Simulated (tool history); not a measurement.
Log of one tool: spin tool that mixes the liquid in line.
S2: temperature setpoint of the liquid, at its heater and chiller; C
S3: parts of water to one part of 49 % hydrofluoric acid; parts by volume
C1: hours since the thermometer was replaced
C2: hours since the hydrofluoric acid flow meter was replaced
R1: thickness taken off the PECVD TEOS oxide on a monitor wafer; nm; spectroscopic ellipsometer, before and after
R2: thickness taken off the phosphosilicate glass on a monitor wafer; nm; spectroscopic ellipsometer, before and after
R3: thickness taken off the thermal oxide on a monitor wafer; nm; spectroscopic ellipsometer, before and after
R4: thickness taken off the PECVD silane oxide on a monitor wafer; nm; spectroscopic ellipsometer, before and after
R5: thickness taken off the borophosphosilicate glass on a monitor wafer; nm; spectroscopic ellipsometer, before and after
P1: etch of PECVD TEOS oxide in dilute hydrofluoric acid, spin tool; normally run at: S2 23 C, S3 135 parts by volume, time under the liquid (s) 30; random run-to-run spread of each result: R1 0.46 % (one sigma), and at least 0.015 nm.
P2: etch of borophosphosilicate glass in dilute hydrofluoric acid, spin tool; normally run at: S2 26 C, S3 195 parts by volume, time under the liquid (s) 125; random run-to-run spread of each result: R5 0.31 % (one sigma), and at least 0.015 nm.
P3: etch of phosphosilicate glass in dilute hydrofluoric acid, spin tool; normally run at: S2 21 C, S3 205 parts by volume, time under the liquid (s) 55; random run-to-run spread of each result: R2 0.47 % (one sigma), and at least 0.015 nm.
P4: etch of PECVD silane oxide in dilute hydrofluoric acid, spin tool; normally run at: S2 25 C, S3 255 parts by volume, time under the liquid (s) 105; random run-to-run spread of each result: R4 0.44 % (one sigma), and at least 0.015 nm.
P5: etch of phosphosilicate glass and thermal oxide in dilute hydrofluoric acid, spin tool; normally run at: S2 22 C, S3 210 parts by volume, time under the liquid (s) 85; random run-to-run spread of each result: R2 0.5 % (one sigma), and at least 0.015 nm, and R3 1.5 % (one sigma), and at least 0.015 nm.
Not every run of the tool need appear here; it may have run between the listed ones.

{"run": 1, "hour": 13.2, "process that ran": "P1", "S2": 23, "S3": 135, "time under the liquid (s)": 30, "C1": 665.9, "C2": 1150.1, "R1": 4.4845}
{"run": 2, "hour": 20.6, "process that ran": "P1", "S2": 23, "S3": 135, "time under the liquid (s)": 15, "C1": 673.3, "C2": 1157.5, "R1": 2.1937}
{"run": 3, "hour": 30.0, "process that ran": "P5", "S2": 22, "S3": 75, "time under the liquid (s)": 85, "C1": 682.7, "C2": 1166.9, "R2": 80.291, "R3": 5.2314}
{"run": 4, "hour": 39.9, "process that ran": "P4", "S2": 25, "S3": 430, "time under the liquid (s)": 105, "C1": 692.6, "C2": 1176.8, "R4": 2.7359}
{"run": 5, "hour": 55.0, "process that ran": "P5", "S2": 22, "S3": 210, "time under the liquid (s)": 135, "C1": 707.7, "C2": 1191.9, "R2": 39.343, "R3": 2.6042}
{"run": 6, "hour": 67.4, "process that ran": "P5", "S2": 17, "S3": 210, "time under the liquid (s)": 85, "C1": 720.1, "C2": 1204.3, "R2": 20.227, "R3": 1.349}
{"run": 7, "hour": 74.6, "process that ran": "P1", "S2": 23, "S3": 230, "time under the liquid (s)": 30, "C1": 727.3, "C2": 1211.5, "R1": 2.379}
{"run": 8, "hour": 82.2, "process that ran": "P1", "S2": 17.5, "S3": 135, "time under the liquid (s)": 30, "C1": 734.9, "C2": 1219.1, "R1": 3.5707}
{"run": 9, "hour": 89.6, "process that ran": "P3", "S2": 28, "S3": 205, "time under the liquid (s)": 55, "C1": 742.3, "C2": 1226.5, "R2": 43.353}
{"run": 10, "hour": 100.5, "process that ran": "P1", "S2": 23, "S3": 135, "time under the liquid (s)": 30, "C1": 753.2, "C2": 1237.4, "R1": 4.4673}
{"run": 11, "hour": 113.0, "process that ran": "P3", "S2": 21, "S3": 205, "time under the liquid (s)": 55, "C1": 765.7, "C2": 1249.9, "R2": 33.803}
{"run": 12, "hour": 123.6, "process that ran": "P1", "S2": 23, "S3": 135, "time under the liquid (s)": 30, "C1": 776.3, "C2": 1260.5, "R1": 4.4634}
{"run": 13, "hour": 130.7, "process that ran": "P1", "S2": 17, "S3": 135, "time under the liquid (s)": 15, "C1": 783.4, "C2": 1267.6, "R1": 1.7262}
{"run": 14, "hour": 142.3, "process that ran": "P2", "S2": 19, "S3": 195, "time under the liquid (s)": 125, "C1": 795, "C2": 1279.2, "R5": 36.203}
{"run": 15, "hour": 152.9, "process that ran": "P1", "S2": 23, "S3": 135, "time under the liquid (s)": 30, "C1": 805.6, "C2": 1289.8, "R1": 4.4653}
{"run": 16, "hour": 164.1, "process that ran": "P4", "S2": 25, "S3": 255, "time under the liquid (s)": 105, "C1": 816.8, "C2": 1301, "R4": 5.4663}
{"run": 17, "hour": 174.3, "process that ran": "P2", "S2": 26, "S3": 120, "time under the liquid (s)": 125, "C1": 827, "C2": 1311.2, "R5": 84.169}
{"run": 18, "hour": 187.4, "process that ran": "P1", "S2": 23, "S3": 135, "time under the liquid (s)": 50, "C1": 840.1, "C2": 1324.3, "R1": 7.4764}
{"run": 19, "hour": 202.0, "process that ran": "P3", "S2": 21, "S3": 205, "time under the liquid (s)": 105, "C1": 854.7, "C2": 1338.9, "R2": 63.907}
{"run": 20, "hour": 213.9, "process that ran": "P4", "S2": 25, "S3": 255, "time under the liquid (s)": 105, "C1": 866.6, "C2": 1350.8, "R4": 5.401}
{"run": 21, "hour": 226.7, "process that ran": "P2", "S2": 26, "S3": 195, "time under the liquid (s)": 125, "C1": 879.4, "C2": 1363.6, "R5": 47.305}
{"run": 22, "hour": 235.6, "process that ran": "P1", "S2": 23, "S3": 70, "time under the liquid (s)": 30, "C1": 888.3, "C2": 1372.5, "R1": 9.3788}
{"run": 23, "hour": 247.2, "process that ran": "P4", "S2": 25, "S3": 255, "time under the liquid (s)": 30, "C1": 899.9, "C2": 1384.1, "R4": 1.5364}
{"hour": 256.7, "done": "thermometer replaced"}
{"run": 24, "hour": 257.6, "process that ran": "P5", "S2": 22, "S3": 210, "time under the liquid (s)": 85, "C1": 1, "C2": 1394.5, "R2": 24.383, "R3": 1.6084}
{"run": 25, "hour": 268.5, "process that ran": "P3", "S2": 21, "S3": 80, "time under the liquid (s)": 55, "C1": 11.9, "C2": 1405.4, "R2": 98.728}
{"run": 26, "hour": 280.4, "process that ran": "P1", "S2": 23, "S3": 135, "time under the liquid (s)": 30, "C1": 23.8, "C2": 1417.3, "R1": 4.4912}
{"run": 27, "hour": 287.0, "process that ran": "P4", "S2": 29, "S3": 255, "time under the liquid (s)": 105, "C1": 30.4, "C2": 1423.9, "R4": 6.2246}
{"run": 28, "hour": 294.8, "process that ran": "P3", "S2": 21, "S3": 205, "time under the liquid (s)": 55, "C1": 38.2, "C2": 1431.7, "R2": 33.49}
{"run": 29, "hour": 301.8, "process that ran": "P2", "S2": 26, "S3": 195, "time under the liquid (s)": 125, "C1": 45.2, "C2": 1438.7, "R5": 47.452}
{"run": 30, "hour": 316.8, "process that ran": "P2", "S2": 26, "S3": 195, "time under the liquid (s)": 220, "C1": 60.2, "C2": 1453.7, "R5": 83.361}
{"run": 31, "hour": 328.3, "process that ran": "P1", "S2": 28.5, "S3": 135, "time under the liquid (s)": 30, "C1": 71.7, "C2": 1465.2, "R1": 5.4396}
{"run": 32, "hour": 340.0, "process that ran": "P1", "S2": 23, "S3": 135, "time under the liquid (s)": 30, "C1": 83.4, "C2": 1476.9, "R1": 4.4828}
{"run": 33, "hour": 347.4, "process that ran": "P1", "S2": 23, "S3": 135, "time under the liquid (s)": 30, "C1": 90.8, "C2": 1484.3, "R1": 4.3945}
{"run": 34, "hour": 358.5, "process that ran": "P1", "S2": 23, "S3": 135, "time under the liquid (s)": 30, "C1": 101.9, "C2": 1495.4, "R1": 4.303}
{"run": 35, "hour": 365.6, "process that ran": "P1", "S2": 23, "S3": 135, "time under the liquid (s)": 30, "C1": 109, "C2": 1502.5, "R1": 4.2063}
{"run": 36, "hour": 373.9, "process that ran": "P1", "S2": 23, "S3": 135, "time under the liquid (s)": 30, "C1": 117.3, "C2": 1510.8, "R1": 4.1893}
{"run": 37, "hour": 387.4, "process that ran": "P1", "S2": 23, "S3": 135, "time under the liquid (s)": 30, "C1": 130.8, "C2": 1524.3, "R1": 4.1325}
{"run": 38, "hour": 401.5, "process that ran": "P1", "S2": 23, "S3": 135, "time under the liquid (s)": 30, "C1": 144.9, "C2": 1538.4, "R1": 4.1473}
{"run": 39, "hour": 412.6, "process that ran": "P1", "S2": 23, "S3": 135, "time under the liquid (s)": 30, "C1": 156, "C2": 1549.5, "R1": 4.1184}
{"run": 40, "hour": 423.0, "process that ran": "P1", "S2": 23, "S3": 135, "time under the liquid (s)": 30, "C1": 166.4, "C2": 1559.9, "R1": 4.1111}
{"run": 41, "hour": 431.3, "process that ran": "P1", "S2": 23, "S3": 135, "time under the liquid (s)": 30, "C1": 174.7, "C2": 1568.2, "R1": 4.0932}
{"run": 42, "hour": 445.4, "process that ran": "P1", "S2": 23, "S3": 135, "time under the liquid (s)": 30, "C1": 188.8, "C2": 1582.3, "R1": 4.0715}
{"run": 43, "hour": 453.6, "process that ran": "P1", "S2": 23, "S3": 135, "time under the liquid (s)": 30, "C1": 197, "C2": 1590.5, "R1": 4.1186}

Something has made what P1 gives creep away from where it was; the 2 causes below, each at its own stated size, fit the log equally well:
A: liquid colder than its thermometer reads (K) = 2.23
B: hydrofluoric acid flow below the setpoint (%) = 7.28
At approximately hour 340, the process output began to creep.

Below are 4 check runs, each averaged over 3 wafers, with their results shown as question marks. Which of them would give clearly different results depending on which cause is behind the drift?
{"run": "check 1", "hour": 461.8, "process that ran": "P4", "S2": 25, "S3": 410, "time under the liquid (s)": 105, "R4": "?"}
{"run": "check 2", "hour": 461.8, "process that ran": "P2", "S2": 20, "S3": 130, "time under the liquid (s)": 125, "R5": "?"}
{"run": "check 3", "hour": 461.8, "process that ran": "P5", "S2": 18.5, "S3": 210, "time under the liquid (s)": 125, "R2": "?", "R3": "?"}
{"run": "check 4", "hour": 461.8, "process that ran": "P3", "S2": 21, "S3": 140, "time under the liquid (s)": 55, "R2": "?"}

If the cause were each of the candidates in turn, the checks would give the following:
check=check_1 result=R4 if_A=2.7041 if_B=2.6206
check=check_2 result=R5 if_A=55.486 if_B=55.729
check=check_3 result=R2 if_A=29.027 if_B=28.945
check=check_3 result=R3 if_A=1.8948 if_B=1.8895
check=check_4 result=R2 if_A=48.027 if_B=48.126
Separation of the two closest causes in each check, using whichever result separates them best: check 1 3.14 %; check 2 0.44 %; check 3 0.28 %; check 4 0.2 %
Check 1 is the one run that separates the causes; every other check would come out nearly the same whichever cause is at work.

Check 1 has now been run. It gave: R4 2.6266 nm. Which of the candidate causes is it?

Of the candidate causes, it is B: hydrofluoric acid flow below the setpoint (%).
